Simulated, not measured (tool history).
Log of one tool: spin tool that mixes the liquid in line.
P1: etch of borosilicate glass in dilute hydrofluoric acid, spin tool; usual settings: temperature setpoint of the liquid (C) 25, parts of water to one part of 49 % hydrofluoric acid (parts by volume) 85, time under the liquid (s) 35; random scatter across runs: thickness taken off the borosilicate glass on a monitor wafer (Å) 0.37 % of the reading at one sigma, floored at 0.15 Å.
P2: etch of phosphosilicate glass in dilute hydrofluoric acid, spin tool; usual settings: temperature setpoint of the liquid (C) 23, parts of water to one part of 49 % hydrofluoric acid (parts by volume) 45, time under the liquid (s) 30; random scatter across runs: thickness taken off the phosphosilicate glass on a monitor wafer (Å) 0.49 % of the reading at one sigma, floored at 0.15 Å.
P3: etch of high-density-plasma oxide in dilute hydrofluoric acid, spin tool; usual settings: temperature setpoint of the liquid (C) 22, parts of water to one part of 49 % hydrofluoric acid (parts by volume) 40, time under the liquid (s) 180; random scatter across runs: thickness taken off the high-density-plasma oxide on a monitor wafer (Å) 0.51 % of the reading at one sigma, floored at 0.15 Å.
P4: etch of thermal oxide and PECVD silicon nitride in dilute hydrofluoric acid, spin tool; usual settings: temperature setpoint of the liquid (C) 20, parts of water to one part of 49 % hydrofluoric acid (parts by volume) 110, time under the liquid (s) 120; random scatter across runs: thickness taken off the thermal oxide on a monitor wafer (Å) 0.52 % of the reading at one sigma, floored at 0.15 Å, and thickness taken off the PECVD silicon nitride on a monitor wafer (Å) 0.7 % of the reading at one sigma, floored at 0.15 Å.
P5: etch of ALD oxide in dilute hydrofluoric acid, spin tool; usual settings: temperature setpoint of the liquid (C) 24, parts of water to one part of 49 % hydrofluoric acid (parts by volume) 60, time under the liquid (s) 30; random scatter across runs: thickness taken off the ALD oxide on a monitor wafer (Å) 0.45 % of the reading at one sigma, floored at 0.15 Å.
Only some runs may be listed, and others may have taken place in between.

run,hour,process that ran,temperature setpoint of the liquid (C),parts of water to one part of 49 % hydrofluoric acid (parts by volume),time under the liquid (s),hours since the thermometer was replaced,hours since the hydrofluoric acid flow meter was replaced,thickness taken off the borosilicate glass on a monitor wafer (Å),thickness taken off the high-density-plasma oxide on a monitor wafer (Å),thickness taken off the ALD oxide on a monitor wafer (Å),thickness taken off the thermal oxide on a monitor wafer (Å),thickness taken off the PECVD silicon nitride on a monitor wafer (Å),thickness taken off the phosphosilicate glass on a monitor wafer (Å)
1,8.9,P1,25,85,35,762.8,1694.1,245.2,,,,,
2,16.9,P1,30.5,85,35,770.8,1702.1,303.01,,,,,
3,27.2,P1,25,30,35,781.1,1712.4,745.85,,,,,
4,41.6,P1,25,145,35,795.5,1726.8,133.94,,,,,
5,56.9,P1,25,85,35,810.8,1742.1,244.9,,,,,
6,72.7,P1,18,85,35,826.6,1757.9,184.9,,,,,
7,83.9,P3,22,65,180,837.8,1769.1,,167.4,,,,
8,94.7,P5,24,60,55,848.6,1779.9,,,261.34,,,
9,103.4,P4,28,110,120,857.3,1788.6,,,,61.284,50.548,
10,110.8,P3,17.5,40,180,864.7,1796,,231.4,,,,
11,123.6,P2,23,45,30,877.5,1808.8,,,,,,550.92
12,132.1,P3,22,40,180,886,1817.3,,279.22,,,,
13,145.3,P5,24,20,30,899.2,1830.5,,,443.22,,,
14,156.5,P2,23,45,15,910.4,1841.7,,,,,,273.25
15,170.4,P4,20,110,120,924.3,1855.6,,,,45.058,29.782,
16,181.4,P3,22,40,275,935.3,1866.6,,427.44,,,,
17,192,P2,23,75,30,945.9,1877.2,,,,,,316.08
# hour 204.3: thermometer replaced
18,206.9,P5,17,60,30,2.6,1892.1,,,105.33,,,
19,219.3,P5,24,60,30,15,1904.5,,,141.95,,,
20,233.5,P1,25,85,55,29.2,1918.7,383.89,,,,,
21,241.1,P4,20,65,120,36.8,1926.3,,,,79.923,49.84,
22,255.1,P1,25,85,35,50.8,1940.3,245.41,,,,,
23,266.7,P1,25,85,35,62.4,1951.9,245.85,,,,,
24,276,P1,32.5,85,15,71.7,1961.2,141.15,,,,,
25,291.6,P1,25,85,35,87.3,1976.8,245.75,,,,,
26,306.2,P4,20,110,230,101.9,1991.4,,,,86.693,57.255,
27,318.1,P2,23,45,30,113.8,2003.3,,,,,,548.05
28,333.6,P1,25,85,15,129.3,2018.8,104.85,,,,,
29,344.7,P1,25,45,15,140.4,2029.9,210.31,,,,,
30,357.6,P2,18,45,30,153.3,2042.8,,,,,,442.77
31,368.1,P1,25,85,35,163.8,2053.3,244.6,,,,,
32,380.4,P1,25,85,35,176.1,2065.6,238.96,,,,,
33,392.3,P1,25,85,35,188,2077.5,236.02,,,,,
34,403.1,P1,25,85,35,198.8,2088.3,235.55,,,,,
35,416.9,P1,25,85,35,212.6,2102.1,232.47,,,,,
36,431.4,P1,25,85,35,227.1,2116.6,231.89,,,,,
37,445.4,P1,25,85,35,241.1,2130.6,230.76,,,,,
38,456.3,P1,25,85,35,252,2141.5,230.34,,,,,

Something has made what P1 gives creep away from where it was; the 2 causes below, each at its own stated size, fit the log equally well:
A: hydrofluoric acid flow below the setpoint (%) = 5.23
B: liquid colder than its thermometer reads (K) = 1.5
Onset of the creep was near hour 368.1.

You are offered 4 check runs, listed below with question marks in place of their results; each one averages 2 wafers. Which run separates the listed causes by giving clearly different results for each?
check 1,467.2,P5,17,60,45,,,,,?,,,
check 2,467.2,P2,23,60,15,,,,,,,,?
check 3,467.2,P3,18.5,40,265,,,,?,,,,
check 4,467.2,P4,24.5,110,225,,,,,,?,?,

Check results expected under each cause:
check,result,if A,if B
check 1,thickness taken off the ALD oxide on a monitor wafer (Å),149.69,148.52
check 2,thickness taken off the phosphosilicate glass on a monitor wafer (Å),189.97,189.18
check 3,thickness taken off the high-density-plasma oxide on a monitor wafer (Å),337.1,334.11
check 4,thickness taken off the thermal oxide on a monitor wafer (Å),94.735,94.923
check 4,thickness taken off the PECVD silicon nitride on a monitor wafer (Å),71.629,68.445
Per-check spread between the two closest causes, in the result where they differ most: check 1 0.79 %; check 2 0.42 %; check 3 0.89 %; check 4 4.55 %
Only in check 4 would the causes give clearly different results; in the remaining checks their results would be nearly the same.

Check 4 was carried out, with these results: thickness taken off the thermal oxide on a monitor wafer (Å) 94.821; thickness taken off the PECVD silicon nitride on a monitor wafer (Å) 72.29. Which of the listed causes is responsible?

Of the candidate causes, it is A: hydrofluoric acid flow below the setpoint (%).
